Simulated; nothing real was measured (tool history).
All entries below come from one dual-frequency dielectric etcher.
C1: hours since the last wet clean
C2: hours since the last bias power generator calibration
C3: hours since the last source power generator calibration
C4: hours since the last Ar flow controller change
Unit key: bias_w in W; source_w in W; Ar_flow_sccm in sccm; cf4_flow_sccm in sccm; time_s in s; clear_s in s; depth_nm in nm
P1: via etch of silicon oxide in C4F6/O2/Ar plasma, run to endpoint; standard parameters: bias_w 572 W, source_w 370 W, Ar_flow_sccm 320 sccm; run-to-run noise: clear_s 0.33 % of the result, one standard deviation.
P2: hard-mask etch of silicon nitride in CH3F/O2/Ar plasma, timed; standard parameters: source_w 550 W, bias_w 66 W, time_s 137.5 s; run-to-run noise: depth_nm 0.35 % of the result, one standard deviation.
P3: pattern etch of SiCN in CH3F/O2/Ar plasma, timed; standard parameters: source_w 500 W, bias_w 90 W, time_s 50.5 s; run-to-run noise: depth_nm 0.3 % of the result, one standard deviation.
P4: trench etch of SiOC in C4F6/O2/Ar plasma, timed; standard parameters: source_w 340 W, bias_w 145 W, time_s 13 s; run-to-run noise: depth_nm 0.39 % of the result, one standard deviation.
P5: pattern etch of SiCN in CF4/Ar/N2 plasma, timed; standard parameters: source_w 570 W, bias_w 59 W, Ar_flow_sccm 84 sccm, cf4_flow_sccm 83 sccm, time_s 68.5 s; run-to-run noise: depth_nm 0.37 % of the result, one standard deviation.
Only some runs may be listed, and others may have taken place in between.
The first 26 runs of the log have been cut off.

Run 27, day 6.208: process P1, bias_w 572 W, source_w 370 W, Ar_flow_sccm 407 sccm; C1 524.3; C2 2057.4; C3 3045.7; C4 4004. Result: clear_s 18.221 s.
Run 28, day 6.471: process P5, bias_w 59 W, source_w 570 W, Ar_flow_sccm 84 sccm, cf4_flow_sccm 83 sccm, time_s 94 s; C1 530.6; C2 2063.7; C3 3052; C4 4010.3. Result: depth_nm 98.749 nm.
Run 29, day 6.733: process P1, bias_w 572 W, source_w 290 W, Ar_flow_sccm 404 sccm; C1 536.9; C2 2070; C3 3058.3; C4 4016.6. Result: clear_s 20.008 s.
Run 30, day 7.008: process P5, bias_w 59 W, source_w 420 W, Ar_flow_sccm 84 sccm, cf4_flow_sccm 83 sccm, time_s 68.5 s; C1 543.5; C2 2076.6; C3 3064.9; C4 4023.2. Result: depth_nm 54.429 nm.
Run 31, day 7.175: process P1, bias_w 572 W, source_w 370 W, Ar_flow_sccm 230 sccm; C1 547.5; C2 2080.6; C3 3068.9; C4 4027.2. Result: clear_s 17.217 s.
Run 32, day 7.483: process P2, bias_w 50 W, source_w 550 W, time_s 137.5 s; C1 554.9; C2 2088; C3 3076.3; C4 4034.6. Result: depth_nm 96.389 nm.
Run 33, day 7.704: process P1, bias_w 572 W, source_w 240 W, Ar_flow_sccm 320 sccm; C1 560.2; C2 2093.3; C3 3081.6; C4 4039.9. Result: clear_s 20.91 s.
Run 34, day 7.883: process P1, bias_w 572 W, source_w 370 W, Ar_flow_sccm 320 sccm; C1 564.5; C2 2097.6; C3 3085.9; C4 4044.2. Result: clear_s 17.773 s.
Run 35, day 8.033: process P1, bias_w 572 W, source_w 370 W, Ar_flow_sccm 320 sccm; C1 568.1; C2 2101.2; C3 3089.5; C4 4047.8. Result: clear_s 17.879 s.
Run 36, day 8.338: process P1, bias_w 572 W, source_w 370 W, Ar_flow_sccm 320 sccm; C1 575.4; C2 2108.5; C3 3096.8; C4 4055.1. Result: clear_s 17.963 s.
Run 37, day 8.596: process P1, bias_w 572 W, source_w 370 W, Ar_flow_sccm 320 sccm; C1 581.6; C2 2114.7; C3 3103; C4 4061.3. Result: clear_s 18.024 s.
Run 38, day 8.888: process P1, bias_w 572 W, source_w 370 W, Ar_flow_sccm 320 sccm; C1 588.6; C2 2121.7; C3 3110; C4 4068.3. Result: clear_s 18.114 s.
Run 39, day 9.179: process P1, bias_w 572 W, source_w 370 W, Ar_flow_sccm 320 sccm; C1 595.6; C2 2128.7; C3 3117; C4 4075.3. Result: clear_s 18.099 s.
Run 40, day 9.333: process P1, bias_w 572 W, source_w 370 W, Ar_flow_sccm 320 sccm; C1 599.3; C2 2132.4; C3 3120.7; C4 4079. Result: clear_s 18.078 s.
At day 9.383: Ar flow controller replaced.
At day 9.517: wet clean of the chamber.
Run 41, day 9.558: process P1, bias_w 572 W, source_w 370 W, Ar_flow_sccm 320 sccm; C1 1; C2 2137.8; C3 3126.1; C4 4.2. Result: clear_s 18.073 s.
Run 42, day 9.771: process P1, bias_w 572 W, source_w 370 W, Ar_flow_sccm 320 sccm; C1 6.1; C2 2142.9; C3 3131.2; C4 9.3. Result: clear_s 18.041 s.

Predict the results of run 43:
Run 43, day 9.938: process P1, bias_w 572 W, source_w 370 W, Ar_flow_sccm 320 sccm; C1 10.1; C2 2146.9; C3 3135.2; C4 13.3. Result: clear_s ?.

clear_s: 18.148 s
